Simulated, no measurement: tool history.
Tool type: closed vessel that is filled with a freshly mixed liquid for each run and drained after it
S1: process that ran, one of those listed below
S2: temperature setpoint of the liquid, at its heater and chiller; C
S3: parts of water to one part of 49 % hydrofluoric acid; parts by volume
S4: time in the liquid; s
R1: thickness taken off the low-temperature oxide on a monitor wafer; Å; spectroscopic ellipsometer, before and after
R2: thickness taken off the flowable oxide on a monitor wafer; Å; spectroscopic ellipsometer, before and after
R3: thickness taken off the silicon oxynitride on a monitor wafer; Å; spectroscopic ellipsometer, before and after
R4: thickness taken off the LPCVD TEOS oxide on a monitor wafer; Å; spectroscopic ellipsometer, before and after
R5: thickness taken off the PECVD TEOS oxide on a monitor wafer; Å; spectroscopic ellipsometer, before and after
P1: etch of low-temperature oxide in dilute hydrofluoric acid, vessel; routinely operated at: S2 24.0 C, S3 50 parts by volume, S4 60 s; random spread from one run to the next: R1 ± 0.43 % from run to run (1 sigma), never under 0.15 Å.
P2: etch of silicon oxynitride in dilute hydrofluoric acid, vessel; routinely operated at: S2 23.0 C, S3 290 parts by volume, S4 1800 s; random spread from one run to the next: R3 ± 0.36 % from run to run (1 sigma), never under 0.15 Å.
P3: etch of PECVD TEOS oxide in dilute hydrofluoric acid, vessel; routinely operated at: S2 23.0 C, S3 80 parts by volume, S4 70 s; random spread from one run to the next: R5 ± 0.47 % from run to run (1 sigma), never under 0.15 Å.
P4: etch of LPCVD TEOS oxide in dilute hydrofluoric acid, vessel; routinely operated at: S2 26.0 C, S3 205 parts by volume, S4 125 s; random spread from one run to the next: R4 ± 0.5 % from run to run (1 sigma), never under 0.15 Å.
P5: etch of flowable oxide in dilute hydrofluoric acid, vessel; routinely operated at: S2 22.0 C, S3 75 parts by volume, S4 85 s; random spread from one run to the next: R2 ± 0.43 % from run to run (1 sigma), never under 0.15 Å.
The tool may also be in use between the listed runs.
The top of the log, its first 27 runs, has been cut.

run	hour	S1	S2	S3	S4	R1	R2	R3	R4	R5
28	84.3	P5	22.0	75	85		375.45			
29	86.5	P1	24.0	50	60	147.530				
30	89.5	P5	22.0	75	30		133.01			
31	92.4	P1	24.0	50	35	85.453				
32	96.8	P1	24.0	30	60	252.920				
33	100.3	P1	24.0	50	60	146.780				
34	104.6	P1	24.0	50	60	154.340				
35	107.5	P1	24.0	50	60	156.450				
36	109.7	P1	24.0	50	60	160.010				
37	113.7	P1	24.0	50	60	159.590				

Run 38, settings as shown, results not yet in. Your forecast:
38	116.4	P1	24.0	50	60	?				

R1: 160.990 Å
